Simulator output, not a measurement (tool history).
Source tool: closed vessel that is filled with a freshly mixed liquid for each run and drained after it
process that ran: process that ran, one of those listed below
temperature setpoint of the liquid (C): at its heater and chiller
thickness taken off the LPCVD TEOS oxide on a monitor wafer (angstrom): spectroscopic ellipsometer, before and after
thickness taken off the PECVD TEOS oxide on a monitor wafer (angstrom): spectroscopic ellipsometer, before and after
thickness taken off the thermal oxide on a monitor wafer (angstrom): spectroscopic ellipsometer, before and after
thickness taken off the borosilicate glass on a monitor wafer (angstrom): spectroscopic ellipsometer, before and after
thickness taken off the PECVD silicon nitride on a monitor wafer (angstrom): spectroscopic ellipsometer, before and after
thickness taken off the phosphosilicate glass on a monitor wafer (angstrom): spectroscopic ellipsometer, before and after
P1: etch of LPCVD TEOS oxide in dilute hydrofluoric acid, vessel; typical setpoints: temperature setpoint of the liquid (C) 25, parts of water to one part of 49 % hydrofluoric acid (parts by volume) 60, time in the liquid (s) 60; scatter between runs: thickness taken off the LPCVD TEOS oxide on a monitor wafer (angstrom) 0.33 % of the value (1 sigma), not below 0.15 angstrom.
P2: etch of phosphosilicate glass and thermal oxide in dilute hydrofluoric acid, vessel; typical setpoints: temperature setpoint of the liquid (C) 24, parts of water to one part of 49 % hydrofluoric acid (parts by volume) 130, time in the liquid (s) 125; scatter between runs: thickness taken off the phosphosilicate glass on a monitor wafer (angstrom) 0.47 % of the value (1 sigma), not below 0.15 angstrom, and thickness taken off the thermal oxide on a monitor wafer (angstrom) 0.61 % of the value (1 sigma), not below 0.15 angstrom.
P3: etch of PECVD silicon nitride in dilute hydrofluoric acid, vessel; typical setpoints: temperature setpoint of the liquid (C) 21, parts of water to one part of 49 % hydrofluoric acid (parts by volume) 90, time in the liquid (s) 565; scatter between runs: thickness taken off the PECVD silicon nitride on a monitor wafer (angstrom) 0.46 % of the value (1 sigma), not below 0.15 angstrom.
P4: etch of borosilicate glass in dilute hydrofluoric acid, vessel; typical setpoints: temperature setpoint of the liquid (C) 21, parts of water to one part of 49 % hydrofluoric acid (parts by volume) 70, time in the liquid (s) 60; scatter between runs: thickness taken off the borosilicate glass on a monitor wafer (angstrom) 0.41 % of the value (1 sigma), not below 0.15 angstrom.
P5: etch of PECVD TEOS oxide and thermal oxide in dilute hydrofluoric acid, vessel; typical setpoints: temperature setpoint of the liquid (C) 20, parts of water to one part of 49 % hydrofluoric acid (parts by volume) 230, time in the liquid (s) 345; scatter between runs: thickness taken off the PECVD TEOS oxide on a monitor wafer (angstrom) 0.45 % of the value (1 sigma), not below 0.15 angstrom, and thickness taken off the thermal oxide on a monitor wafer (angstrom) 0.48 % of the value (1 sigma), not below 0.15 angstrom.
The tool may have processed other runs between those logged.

run,hour,process that ran,temperature setpoint of the liquid (C),parts of water to one part of 49 % hydrofluoric acid (parts by volume),time in the liquid (s),hours since the thermometer was replaced,hours since the hydrofluoric acid flow meter was replaced,thickness taken off the LPCVD TEOS oxide on a monitor wafer (angstrom),thickness taken off the PECVD TEOS oxide on a monitor wafer (angstrom),thickness taken off the thermal oxide on a monitor wafer (angstrom),thickness taken off the borosilicate glass on a monitor wafer (angstrom),thickness taken off the PECVD silicon nitride on a monitor wafer (angstrom),thickness taken off the phosphosilicate glass on a monitor wafer (angstrom)
1,13.7,P1,25,60,60,1256.7,305.7,327.85,,,,,
2,29,P5,20,40,345,1272,321,,662.13,394.79,,,
3,42.9,P4,21,70,30,1285.9,334.9,,,,97.357,,
4,51,P3,21,90,1055,1294,343,,,,,161.37,
5,62.5,P1,25,60,60,1305.5,354.5,326.01,,,,,
6,76.4,P2,19,130,125,1319.4,368.4,,,35.329,,,461.35
7,87.3,P1,25,60,30,1330.3,379.3,163.86,,,,,
8,97.1,P2,24,130,125,1340.1,389.1,,,43.029,,,560.08
9,113.5,P5,20,230,345,1356.5,405.5,,93.467,56.109,,,
10,126.1,P5,17,230,345,1369.1,418.1,,83.657,49.992,,,
11,143.3,P2,24,80,125,1386.3,435.3,,,74.844,,,976.8
12,158.9,P4,29,70,60,1401.9,450.9,,,,268.74,,
13,173.9,P2,24,130,125,1416.9,465.9,,,43.456,,,568.48
14,190.1,P2,24,130,240,1433.1,482.1,,,82.552,,,1073.9
15,199.7,P1,19,60,30,1442.7,491.7,128.55,,,,,
16,210.2,P4,21,70,60,1453.2,502.2,,,,196.81,,
17,219.7,P3,17,90,565,1462.7,511.7,,,,,65.45,
18,227.8,P1,25,60,60,1470.8,519.8,326.79,,,,,
19,238,P1,25,60,60,1481,530,327.65,,,,,
20,248.9,P1,25,60,60,1491.9,540.9,326.76,,,,,
21,266.6,P4,21,115,60,1509.6,558.6,,,,113.26,,
22,277.3,P5,20,230,640,1520.3,569.3,,173.91,103.96,,,
23,286.7,P1,25,105,60,1529.7,578.7,177.67,,,,,
24,301.5,P5,20,230,345,1544.5,593.5,,93.169,55.587,,,
25,315.4,P3,21,125,565,1558.4,607.4,,,,,62.602,
26,330.1,P1,25,60,90,1573.1,622.1,492.04,,,,,
27,344.1,P1,30.5,60,60,1587.1,636.1,408.11,,,,,
28,358.9,P3,21,90,565,1601.9,650.9,,,,,87.109,
29,367.1,P1,21,60,60,1610.1,659.1,278.22,,,,,
30,384.7,P3,21,90,565,1627.7,676.7,,,,,86.879,
31,392.9,P1,25,35,60,1635.9,684.9,580.97,,,,,
32,410.1,P1,25,60,60,1653.1,702.1,328.03,,,,,
33,419.4,P1,25,60,60,1662.4,711.4,326.6,,,,,
34,427.4,P1,25,60,60,1670.4,719.4,327.98,,,,,
35,437.6,P1,25,60,60,1680.6,729.6,319.74,,,,,
36,452.5,P1,25,60,60,1695.5,744.5,313.64,,,,,
37,465,P1,25,60,60,1708,757,312.02,,,,,
38,481.1,P1,25,60,60,1724.1,773.1,309.58,,,,,
39,497.5,P1,25,60,60,1740.5,789.5,308.82,,,,,
40,510.7,P1,25,60,60,1753.7,802.7,308.13,,,,,

Compared with where it was, what P1 gives has crept away. Each cause listed below fits the log as well as the rest, at the size given for it:
A: hydrofluoric acid flow below the setpoint (%) = 5.31
B: liquid colder than its thermometer reads (K) = 1.45
Onset of the creep was near hour 427.4.

Consider the 4 single-wafer check runs listed below, results given as question marks: which one distinguishes between the causes by giving clearly different results for each?
check 1,523.9,P5,20,50,345,,,,?,?,,,
check 2,523.9,P3,21,125,565,,,,,,,?,
check 3,523.9,P4,27,95,60,,,,,,?,,
check 4,523.9,P2,19.5,130,230,,,,,?,,,?

If the cause were each of the candidates in turn, the checks would give the following:
check,result,if A,if B
check 1,thickness taken off the PECVD TEOS oxide on a monitor wafer (angstrom),493.26,491.24
check 1,thickness taken off the thermal oxide on a monitor wafer (angstrom),293.83,292.63
check 2,thickness taken off the PECVD silicon nitride on a monitor wafer (angstrom),59.383,56.817
check 3,thickness taken off the borosilicate glass on a monitor wafer (angstrom),167.16,168.03
check 4,thickness taken off the thermal oxide on a monitor wafer (angstrom),62.119,62.313
check 4,thickness taken off the phosphosilicate glass on a monitor wafer (angstrom),814.18,816.72
How far apart the two closest causes lie, in the result that separates them most: check 1 0.41 %; check 2 4.42 %; check 3 0.52 %; check 4 0.31 %
Only in check 2 would the causes give clearly different results; in the remaining checks their results would be nearly the same.

Here is what check 2 returned: thickness taken off the PECVD silicon nitride on a monitor wafer (angstrom) 57.329. Which cause is it?

Of the candidate causes, it is B: liquid colder than its thermometer reads (K).
